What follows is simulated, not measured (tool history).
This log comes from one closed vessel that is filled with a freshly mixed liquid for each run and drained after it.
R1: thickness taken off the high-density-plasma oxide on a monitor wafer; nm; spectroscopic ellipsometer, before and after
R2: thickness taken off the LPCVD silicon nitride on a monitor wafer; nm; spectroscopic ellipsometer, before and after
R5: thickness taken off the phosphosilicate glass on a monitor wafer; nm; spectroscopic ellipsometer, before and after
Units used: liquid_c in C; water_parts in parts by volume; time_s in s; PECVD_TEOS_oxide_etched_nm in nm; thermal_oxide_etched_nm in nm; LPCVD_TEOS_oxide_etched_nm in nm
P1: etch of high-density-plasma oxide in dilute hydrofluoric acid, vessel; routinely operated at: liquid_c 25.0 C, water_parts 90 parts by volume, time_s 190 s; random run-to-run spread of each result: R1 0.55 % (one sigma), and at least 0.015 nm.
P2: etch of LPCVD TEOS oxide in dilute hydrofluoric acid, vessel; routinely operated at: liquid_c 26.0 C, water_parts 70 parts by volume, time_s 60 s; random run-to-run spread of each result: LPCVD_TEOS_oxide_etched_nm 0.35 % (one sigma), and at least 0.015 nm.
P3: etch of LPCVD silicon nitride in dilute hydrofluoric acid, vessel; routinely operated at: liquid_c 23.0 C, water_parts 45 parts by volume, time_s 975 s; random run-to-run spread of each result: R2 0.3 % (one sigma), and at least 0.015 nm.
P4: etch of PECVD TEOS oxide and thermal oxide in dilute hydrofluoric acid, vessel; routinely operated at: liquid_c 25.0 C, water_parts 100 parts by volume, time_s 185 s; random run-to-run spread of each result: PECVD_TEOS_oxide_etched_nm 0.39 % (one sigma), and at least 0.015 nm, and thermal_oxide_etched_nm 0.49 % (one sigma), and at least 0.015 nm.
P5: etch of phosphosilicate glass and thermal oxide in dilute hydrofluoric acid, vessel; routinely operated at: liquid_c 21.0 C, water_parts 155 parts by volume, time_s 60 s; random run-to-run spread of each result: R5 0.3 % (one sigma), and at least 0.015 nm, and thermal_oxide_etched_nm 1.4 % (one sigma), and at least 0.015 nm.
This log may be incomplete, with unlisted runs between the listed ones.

{"run": 1, "hour": 7.4, "process": "P1", "liquid_c": 25.0, "water_parts": 90, "time_s": 190, "R1": 11.052}
{"run": 2, "hour": 16.7, "process": "P1", "liquid_c": 25.0, "water_parts": 50, "time_s": 190, "R1": 21.2}
{"hour": 24.2, "done": "thermometer replaced"}
{"run": 3, "hour": 26.7, "process": "P3", "liquid_c": 28.0, "water_parts": 45, "time_s": 975, "R2": 13.62}
{"run": 4, "hour": 35.2, "process": "P4", "liquid_c": 19.0, "water_parts": 100, "time_s": 185, "PECVD_TEOS_oxide_etched_nm": 20.115, "thermal_oxide_etched_nm": 7.1594}
{"run": 5, "hour": 40.0, "process": "P1", "liquid_c": 25.0, "water_parts": 160, "time_s": 30, "R1": 0.91497}
{"run": 6, "hour": 47.4, "process": "P1", "liquid_c": 18.5, "water_parts": 90, "time_s": 190, "R1": 8.4722}
{"run": 7, "hour": 53.0, "process": "P1", "liquid_c": 25.0, "water_parts": 90, "time_s": 295, "R1": 17.259}
{"run": 8, "hour": 59.6, "process": "P5", "liquid_c": 25.0, "water_parts": 155, "time_s": 60, "thermal_oxide_etched_nm": 1.7171, "R5": 59.037}
{"run": 9, "hour": 67.9, "process": "P1", "liquid_c": 25.0, "water_parts": 90, "time_s": 190, "R1": 11.21}
{"run": 10, "hour": 77.5, "process": "P1", "liquid_c": 25.0, "water_parts": 90, "time_s": 190, "R1": 11.07}
{"run": 11, "hour": 84.5, "process": "P2", "liquid_c": 26.0, "water_parts": 20, "time_s": 60, "LPCVD_TEOS_oxide_etched_nm": 164.51}
{"run": 12, "hour": 92.1, "process": "P1", "liquid_c": 32.5, "water_parts": 90, "time_s": 190, "R1": 14.807}
{"run": 13, "hour": 99.6, "process": "P1", "liquid_c": 25.0, "water_parts": 90, "time_s": 190, "R1": 11.129}
{"run": 14, "hour": 109.1, "process": "P3", "liquid_c": 23.0, "water_parts": 45, "time_s": 1565, "R2": 15.689}
{"run": 15, "hour": 117.8, "process": "P1", "liquid_c": 25.0, "water_parts": 90, "time_s": 30, "R1": 1.7254}
{"hour": 119.9, "done": "hydrofluoric acid flow meter replaced"}
{"run": 16, "hour": 122.2, "process": "P5", "liquid_c": 21.0, "water_parts": 70, "time_s": 60, "thermal_oxide_etched_nm": 3.7171, "R5": 123.06}
{"run": 17, "hour": 128.9, "process": "P1", "liquid_c": 25.0, "water_parts": 90, "time_s": 190, "R1": 11.068}
{"run": 18, "hour": 137.0, "process": "P4", "liquid_c": 25.0, "water_parts": 100, "time_s": 315, "PECVD_TEOS_oxide_etched_nm": 43.401, "thermal_oxide_etched_nm": 15.363}
{"run": 19, "hour": 141.5, "process": "P1", "liquid_c": 25.0, "water_parts": 125, "time_s": 190, "R1": 7.674}
{"run": 20, "hour": 146.9, "process": "P5", "liquid_c": 21.0, "water_parts": 155, "time_s": 60, "thermal_oxide_etched_nm": 1.5433, "R5": 50.772}
{"run": 21, "hour": 151.4, "process": "P1", "liquid_c": 25.0, "water_parts": 160, "time_s": 295, "R1": 8.8779}
{"run": 22, "hour": 155.9, "process": "P4", "liquid_c": 25.0, "water_parts": 25, "time_s": 185, "PECVD_TEOS_oxide_etched_nm": 112.09, "thermal_oxide_etched_nm": 40.09}
{"run": 23, "hour": 164.4, "process": "P5", "liquid_c": 21.0, "water_parts": 155, "time_s": 30, "thermal_oxide_etched_nm": 0.7748, "R5": 25.584}
{"run": 24, "hour": 169.6, "process": "P2", "liquid_c": 26.0, "water_parts": 70, "time_s": 30, "LPCVD_TEOS_oxide_etched_nm": 21.804}
{"run": 25, "hour": 174.0, "process": "P2", "liquid_c": 21.5, "water_parts": 70, "time_s": 60, "LPCVD_TEOS_oxide_etched_nm": 36.314}
{"run": 26, "hour": 181.6, "process": "P3", "liquid_c": 23.0, "water_parts": 60, "time_s": 975, "R2": 7.3446}
{"run": 27, "hour": 186.2, "process": "P1", "liquid_c": 25.0, "water_parts": 90, "time_s": 190, "R1": 11.093}
{"run": 28, "hour": 195.0, "process": "P4", "liquid_c": 25.0, "water_parts": 100, "time_s": 185, "PECVD_TEOS_oxide_etched_nm": 25.38, "thermal_oxide_etched_nm": 9.0453}
{"run": 29, "hour": 201.0, "process": "P3", "liquid_c": 23.0, "water_parts": 45, "time_s": 975, "R2": 9.81}
{"run": 30, "hour": 210.8, "process": "P3", "liquid_c": 23.0, "water_parts": 45, "time_s": 975, "R2": 9.7543}
{"run": 31, "hour": 215.9, "process": "P5", "liquid_c": 21.0, "water_parts": 155, "time_s": 60, "thermal_oxide_etched_nm": 1.4879, "R5": 50.884}
{"run": 32, "hour": 225.8, "process": "P2", "liquid_c": 26.0, "water_parts": 70, "time_s": 60, "LPCVD_TEOS_oxide_etched_nm": 43.475}
{"run": 33, "hour": 230.8, "process": "P1", "liquid_c": 25.0, "water_parts": 160, "time_s": 270, "R1": 8.135}
{"run": 34, "hour": 236.8, "process": "P1", "liquid_c": 25.0, "water_parts": 90, "time_s": 190, "R1": 11.084}
{"run": 35, "hour": 245.6, "process": "P1", "liquid_c": 25.0, "water_parts": 90, "time_s": 190, "R1": 11.545}
{"run": 36, "hour": 252.9, "process": "P1", "liquid_c": 25.0, "water_parts": 90, "time_s": 190, "R1": 11.821}
{"run": 37, "hour": 258.3, "process": "P1", "liquid_c": 25.0, "water_parts": 90, "time_s": 190, "R1": 11.916}
{"run": 38, "hour": 265.6, "process": "P1", "liquid_c": 25.0, "water_parts": 90, "time_s": 190, "R1": 12.028}
{"run": 39, "hour": 273.7, "process": "P1", "liquid_c": 25.0, "water_parts": 90, "time_s": 190, "R1": 12.247}
{"run": 40, "hour": 281.0, "process": "P1", "liquid_c": 25.0, "water_parts": 90, "time_s": 190, "R1": 12.074}
{"run": 41, "hour": 287.2, "process": "P1", "liquid_c": 25.0, "water_parts": 90, "time_s": 190, "R1": 12.206}
{"run": 42, "hour": 297.1, "process": "P1", "liquid_c": 25.0, "water_parts": 90, "time_s": 190, "R1": 12.221}
{"run": 43, "hour": 304.6, "process": "P1", "liquid_c": 25.0, "water_parts": 90, "time_s": 190, "R1": 12.226}

What P1 gives has crept away from where it was. These 2 causes fit the log equally well, each at the size given:
A: hydrofluoric acid flow above the setpoint (%) = 8.74
B: liquid hotter than its thermometer reads (K) = 2.38
The onset of the drift is placed at about hour 236.8.

4 check runs are offered, one wafer each, their results left as question marks. Which one tells the causes apart?
{"run": "check 1", "hour": 312.1, "process": "P2", "liquid_c": 26.0, "water_parts": 70, "time_s": 60, "LPCVD_TEOS_oxide_etched_nm": "?"}
{"run": "check 2", "hour": 312.1, "process": "P3", "liquid_c": 23.0, "water_parts": 45, "time_s": 975, "R2": "?"}
{"run": "check 3", "hour": 312.1, "process": "P4", "liquid_c": 25.0, "water_parts": 100, "time_s": 185, "PECVD_TEOS_oxide_etched_nm": "?", "thermal_oxide_etched_nm": "?"}
{"run": "check 4", "hour": 312.1, "process": "P5", "liquid_c": 21.0, "water_parts": 155, "time_s": 60, "thermal_oxide_etched_nm": "?", "R5": "?"}

How each check would come out, cause by cause:
check=check_1 result=LPCVD_TEOS_oxide_etched_nm if_A=47.683 if_B=47.797
check=check_2 result=R2 if_A=10.5850 if_B=11.4550
check=check_3 result=PECVD_TEOS_oxide_etched_nm if_A=28.012 if_B=27.968
check=check_3 result=thermal_oxide_etched_nm if_A=9.9613 if_B=9.9457
check=check_4 result=thermal_oxide_etched_nm if_A=1.6670 if_B=1.6591
check=check_4 result=R5 if_A=56.059 if_B=55.794
Per-check spread between the two closest causes, in the result where they differ most: check 1 0.24 %; check 2 7.9 %; check 3 0.16 %; check 4 0.47 %
Only in check 2 would the causes give clearly different results; in the remaining checks their results would be nearly the same.

The results of check 2 are: R2 10.5960 nm. Based on these, which of the listed causes is it?

The cause is A: hydrofluoric acid flow above the setpoint (%).
